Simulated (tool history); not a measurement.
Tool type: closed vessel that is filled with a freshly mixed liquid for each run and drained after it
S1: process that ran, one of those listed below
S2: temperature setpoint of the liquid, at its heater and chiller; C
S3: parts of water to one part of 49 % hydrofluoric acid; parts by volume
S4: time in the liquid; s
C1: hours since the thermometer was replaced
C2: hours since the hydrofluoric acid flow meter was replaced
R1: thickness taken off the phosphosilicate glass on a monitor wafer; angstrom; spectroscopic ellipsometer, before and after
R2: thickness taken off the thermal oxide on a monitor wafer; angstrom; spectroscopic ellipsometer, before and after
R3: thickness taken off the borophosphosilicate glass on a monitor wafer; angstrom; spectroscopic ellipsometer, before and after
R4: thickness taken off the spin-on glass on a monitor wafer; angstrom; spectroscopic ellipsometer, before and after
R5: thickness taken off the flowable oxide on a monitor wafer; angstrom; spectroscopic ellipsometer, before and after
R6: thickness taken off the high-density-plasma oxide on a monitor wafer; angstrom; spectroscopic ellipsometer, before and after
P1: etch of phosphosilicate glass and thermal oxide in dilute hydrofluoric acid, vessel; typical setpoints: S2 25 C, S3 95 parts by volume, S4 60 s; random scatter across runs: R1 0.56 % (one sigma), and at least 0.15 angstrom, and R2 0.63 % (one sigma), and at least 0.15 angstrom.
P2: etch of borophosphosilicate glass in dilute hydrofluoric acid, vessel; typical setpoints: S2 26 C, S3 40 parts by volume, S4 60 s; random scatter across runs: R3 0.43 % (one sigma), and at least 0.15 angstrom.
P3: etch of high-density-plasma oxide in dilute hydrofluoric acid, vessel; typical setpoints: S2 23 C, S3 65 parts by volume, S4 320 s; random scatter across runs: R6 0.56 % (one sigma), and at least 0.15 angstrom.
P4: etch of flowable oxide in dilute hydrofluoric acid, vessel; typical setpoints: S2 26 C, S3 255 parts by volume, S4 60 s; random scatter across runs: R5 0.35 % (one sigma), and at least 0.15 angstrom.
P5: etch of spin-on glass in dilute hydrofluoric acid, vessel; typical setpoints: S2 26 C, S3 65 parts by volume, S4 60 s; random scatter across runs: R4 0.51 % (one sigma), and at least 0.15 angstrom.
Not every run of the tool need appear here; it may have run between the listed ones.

run	day	S1	S2	S3	S4	C1	C2	R1	R2	R3	R4	R5	R6
1	0.308	P1	25	95	60	701.7	237.9	903.55	32.264				
2	0.638	P1	25	150	60	709.6	245.8	539.2	19.441				
3	0.838	P2	31	40	60	714.4	250.6			747.83			
4	1.05	P1	29	95	100	719.5	255.7	1790	62.49				
5	1.342	P2	26	40	60	726.5	262.7			616.32			
6	1.654	P5	26	25	60	734	270.2				1234.8		
7	1.95	P1	25	95	60	741.1	277.3	906.24	32.821				
8	2.25	P2	26	20	60	748.3	284.5			1259.9			
9	2.45	P1	25	95	30	753.1	289.3	455.19	16.279				
10	2.796	P5	26	65	60	761.4	297.6				448.8		
11	3.146	P4	26	255	60	769.8	306					145.36	
12	3.329	P4	26	255	30	774.2	310.4					72.637	
13	3.617	P5	17.5	65	60	781.1	317.3				315.8		
14	3.779	P3	23	65	320	785	321.2						477.39
15	4.092	P3	23	65	130	792.5	328.7						193.54
16	4.267	P2	26	40	105	796.7	332.9			1067.6			
17	4.462	P1	25	95	90	801.4	337.6	1354.9	48.007				
18	4.617	P1	25	95	60	805.1	341.3	918.71	32.221				
19	4.954	P4	26	460	60	813.2	349.4					66.509	
20	5.117	P4	19.5	255	60	817.1	353.3					114.71	
21	5.288	P3	23	110	320	821.2	357.4						266.4
22	5.442	P1	18	95	60	824.9	361.1	681.79	24.49				
23	5.662	P1	25	95	60	830.2	366.4	910.54	32.784				
24	6.004	P1	25	95	60	838.4	374.6	908.83	32.601				
25	6.304	P5	26	65	60	845.6	381.8				448.93		
26	6.642	P5	26	65	85	853.7	389.9				633.46		
27	6.883	P3	23	65	320	859.5	395.7						479.83
28	7.183	P1	25	20	60	866.7	402.9	4747.8	171.92				
29	7.438	P1	32.5	95	60	872.8	409	1206.7	43.227				
30	7.646	P1	17	155	60	877.8	414	381.31	13.589				
31	7.996	P3	30.5	65	320	886.2	422.4						640.12
32	8.233	P1	25	95	60	891.9	428.1	910.29	32.358				
33	8.588	P1	25	95	60	900.4	436.6	929.15	33.451				
34	8.871	P1	25	95	60	907.2	443.4	963.96	34.039				
35	9.025	P1	25	95	60	910.9	447.1	958.09	34.381				
36	9.375	P1	25	95	60	919.3	455.5	972.68	34.762				
37	9.592	P1	25	95	60	924.5	460.7	983.38	34.815				
38	9.921	P1	25	95	60	932.4	468.6	977.68	35.344				
39	10.104	P1	25	95	60	936.8	473	986.4	35.383				
40	10.383	P1	25	95	60	943.5	479.7	974.21	34.956				
41	10.571	P1	25	95	60	948	484.2	980.56	35.198				
42	10.875	P1	25	95	60	955.3	491.5	985.13	34.933				

What P1 gives has crept away from where it was. These 2 causes fit the log equally well, each at the size given:
A: hydrofluoric acid flow above the setpoint (%) = 7.13
B: liquid hotter than its thermometer reads (K) = 1.98
The creep began at about day 8.233.

Question marks stand in for the results of the 4 check runs listed below, each run on one wafer. Under which run would the listed causes show clearly different results?
check 1	11.179	P3	26.5	65	320								?
check 2	11.179	P2	29	40	60					?			
check 3	11.179	P4	26	435	60							?	
check 4	11.179	P5	21	65	60						?		

Predicted outcomes, by check and by cause:
check	result	if A	if B
check 1	R6	591.46	593.42
check 2	R3	743.84	748.01
check 3	R5	78.597	75.961
check 4	R4	393.83	396.88
Per check, the gap between the least separated pair of causes, taken in the result that splits them most: check 1 0.33 %; check 2 0.56 %; check 3 3.41 %; check 4 0.77 %
Check 3 tells the causes apart: in the others they would give nearly the same result.

Then check 3 was run and gave: R5 75.602 angstrom. Which cause is it?

Of the candidate causes, it is B: liquid hotter than its thermometer reads (K).

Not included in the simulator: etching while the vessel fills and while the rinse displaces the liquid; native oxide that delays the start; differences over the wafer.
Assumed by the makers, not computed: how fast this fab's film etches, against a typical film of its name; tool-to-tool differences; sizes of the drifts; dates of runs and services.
